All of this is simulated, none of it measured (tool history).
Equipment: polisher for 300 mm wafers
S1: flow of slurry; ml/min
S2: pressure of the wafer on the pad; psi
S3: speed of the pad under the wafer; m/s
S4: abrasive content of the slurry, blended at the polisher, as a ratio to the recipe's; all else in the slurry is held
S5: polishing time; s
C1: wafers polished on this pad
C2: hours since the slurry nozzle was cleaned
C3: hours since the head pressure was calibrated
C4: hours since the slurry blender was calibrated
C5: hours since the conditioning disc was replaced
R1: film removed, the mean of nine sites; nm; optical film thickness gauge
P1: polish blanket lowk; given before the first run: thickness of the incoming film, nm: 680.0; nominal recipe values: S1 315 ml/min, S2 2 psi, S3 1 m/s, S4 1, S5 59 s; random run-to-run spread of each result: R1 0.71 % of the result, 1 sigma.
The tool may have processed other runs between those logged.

run 1 hour=6.7 | S1=315 S2=2 S3=1 S4=1 S5=59 | C1=586 C2=287.7 C3=46.8 C4=87.8 C5=317.8 | R1=29.734
run 2 hour=16.6 | S1=315 S2=2 S3=1 S4=1 S5=59 | C1=667 C2=297.6 C3=56.7 C4=97.7 C5=327.7 | R1=29.702
run 3 hour=27.9 | S1=315 S2=0.9 S3=1 S4=1 S5=59 | C1=759 C2=308.9 C3=68 C4=109 C5=339 | R1=13.328
-- hour=35.8 head pressure recalibrated
run 4 hour=41.4 | S1=315 S2=2 S3=1 S4=1.35 S5=44 | C1=870 C2=322.4 C3=5.6 C4=122.5 C5=352.5 | R1=24.963
run 5 hour=55.5 | S1=315 S2=2 S3=1 S4=1 S5=29 | C1=985 C2=336.5 C3=19.7 C4=136.6 C5=366.6 | R1=14.503
run 6 hour=65.9 | S1=210 S2=2 S3=1 S4=1 S5=59 | C1=1070 C2=346.9 C3=30.1 C4=147 C5=377 | R1=28.414
run 7 hour=78.2 | S1=315 S2=2 S3=1 S4=1 S5=86 | C1=1171 C2=359.2 C3=42.4 C4=159.3 C5=389.3 | R1=43.166
run 8 hour=85.5 | S1=315 S2=2 S3=1.48 S4=1 S5=59 | C1=1231 C2=366.5 C3=49.7 C4=166.6 C5=396.6 | R1=40.203
-- hour=90.6 slurry blender recalibrated
run 9 hour=99.4 | S1=315 S2=2 S3=0.66 S4=1 S5=59 | C1=1345 C2=380.4 C3=63.6 C4=8.9 C5=410.5 | R1=21.227
run 10 hour=107.3 | S1=315 S2=2.8 S3=1 S4=1 S5=59 | C1=1409 C2=388.3 C3=71.5 C4=16.8 C5=418.4 | R1=41.924
run 11 hour=116.3 | S1=315 S2=2 S3=1 S4=1.5 S5=59 | C1=1483 C2=397.3 C3=80.5 C4=25.8 C5=427.4 | R1=35.141
run 12 hour=128.3 | S1=315 S2=2 S3=1 S4=1 S5=59 | C1=1581 C2=409.3 C3=92.5 C4=37.8 C5=439.4 | R1=29.556
run 13 hour=141.7 | S1=315 S2=2 S3=1 S4=1 S5=59 | C1=1691 C2=422.7 C3=105.9 C4=51.2 C5=452.8 | R1=29.822
run 14 hour=154.5 | S1=315 S2=2 S3=1 S4=0.5 S5=59 | C1=1796 C2=435.5 C3=118.7 C4=64 C5=465.6 | R1=20.536
run 15 hour=168.1 | S1=465 S2=2 S3=1 S4=1 S5=59 | C1=1907 C2=449.1 C3=132.3 C4=77.6 C5=479.2 | R1=30.519
run 16 hour=177 | S1=210 S2=2.8 S3=1 S4=1 S5=59 | C1=1980 C2=458 C3=141.2 C4=86.5 C5=488.1 | R1=39.938
run 17 hour=187.5 | S1=315 S2=2 S3=1 S4=1 S5=59 | C1=2066 C2=468.5 C3=151.7 C4=97 C5=498.6 | R1=29.85
run 18 hour=196 | S1=315 S2=2 S3=1 S4=1 S5=59 | C1=2136 C2=477 C3=160.2 C4=105.5 C5=507.1 | R1=29.103

Run 19 has not been measured yet. What should we expect?
run 19 hour=209.5 | S1=315 S2=2 S3=1 S4=1 S5=59 | C1=2246 C2=490.5 C3=173.7 C4=119 C5=520.6 | R1=?

Run 19 came out at R1 28.121 nm.
